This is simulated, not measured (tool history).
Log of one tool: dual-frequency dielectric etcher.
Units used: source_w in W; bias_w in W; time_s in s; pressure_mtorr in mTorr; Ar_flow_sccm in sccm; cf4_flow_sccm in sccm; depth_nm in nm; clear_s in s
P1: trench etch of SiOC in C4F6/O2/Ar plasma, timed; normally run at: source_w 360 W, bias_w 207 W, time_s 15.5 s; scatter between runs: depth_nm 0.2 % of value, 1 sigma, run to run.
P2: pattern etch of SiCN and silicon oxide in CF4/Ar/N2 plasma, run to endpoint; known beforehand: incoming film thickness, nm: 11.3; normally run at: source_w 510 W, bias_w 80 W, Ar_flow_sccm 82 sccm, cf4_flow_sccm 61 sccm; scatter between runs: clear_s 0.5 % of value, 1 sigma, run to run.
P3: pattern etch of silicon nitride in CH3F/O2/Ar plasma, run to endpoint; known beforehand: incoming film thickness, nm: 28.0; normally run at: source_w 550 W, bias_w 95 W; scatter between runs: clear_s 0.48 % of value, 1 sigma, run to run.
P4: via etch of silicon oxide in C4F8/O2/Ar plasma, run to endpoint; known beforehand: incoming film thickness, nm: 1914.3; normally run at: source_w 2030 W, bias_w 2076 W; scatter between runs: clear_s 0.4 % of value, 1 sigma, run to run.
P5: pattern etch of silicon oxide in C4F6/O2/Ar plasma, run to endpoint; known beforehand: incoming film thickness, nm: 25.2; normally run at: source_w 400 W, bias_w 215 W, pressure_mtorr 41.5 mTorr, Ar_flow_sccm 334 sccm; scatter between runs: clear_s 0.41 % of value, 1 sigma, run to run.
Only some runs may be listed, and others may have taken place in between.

run,hour,process,source_w,bias_w,time_s,pressure_mtorr,Ar_flow_sccm,cf4_flow_sccm,hours since the last wet clean,hours since the last source power generator calibration,hours since the last bias power generator calibration,depth_nm,clear_s
1,5.8,P1,360,207,15.5,,,,451.8,3105.3,2554.5,33.444,
2,15,P1,360,207,15.5,,,,461,3114.5,2563.7,33.331,
3,21.1,P4,2030,2688,,,,,467.1,3120.6,2569.8,,334.21
4,31.6,P1,460,207,15.5,,,,477.6,3131.1,2580.3,36.684,
5,42.6,P1,260,286,15.5,,,,488.6,3142.1,2591.3,32.983,
6,49.4,P1,240,207,15.5,,,,495.4,3148.9,2598.1,28.602,
7,56.5,P5,400,215,,29.5,334,,502.5,3156,2605.2,,7.4782
8,62.1,P3,550,55,,,,,508.1,3161.6,2610.8,,38.631
9,69.6,P1,360,264,15.5,,,,515.6,3169.1,2618.3,36.327,
10,75.3,P4,1210,2076,,,,,521.3,3174.8,2624,,448.95
11,83.8,P2,510,57,,,82,61,529.8,3183.3,2632.5,,12.511
12,89.9,P1,260,282,15.5,,,,535.9,3189.4,2638.6,32.805,
13,95.4,P1,360,207,10,,,,541.4,3194.9,2644.1,21.568,
14,101.4,P2,510,80,,,110,61,547.4,3200.9,2650.1,,11.697
15,110.5,P5,400,142,,41.5,334,,556.5,3210,2659.2,,8.8475
16,119,P2,510,80,,,82,61,565,3218.5,2667.7,,11.22
17,129.1,P3,420,95,,,,,575.1,3228.6,2677.8,,35.684
18,135.1,P1,360,207,15.5,,,,581.1,3234.6,2683.8,33.38,
19,144,P2,510,80,,,82,86,590,3243.5,2692.7,,10.713
20,153.1,P5,400,215,,41.5,334,,599.1,3252.6,2701.8,,7.7333
21,162.5,P4,2030,2076,,,,,608.5,3262,2711.2,,363.46
22,169.6,P3,550,95,,,,,615.6,3269.1,2718.3,,32.093
23,175.3,P1,360,207,15.5,,,,621.3,3274.8,2724,33.396,
24,184.7,P5,500,215,,41.5,334,,630.7,3284.2,2733.4,,7.0979

What will run 25 give?
25,192.9,P1,360,207,19,,,,638.9,3292.4,2741.6,?,

depth_nm: 41.039 nm
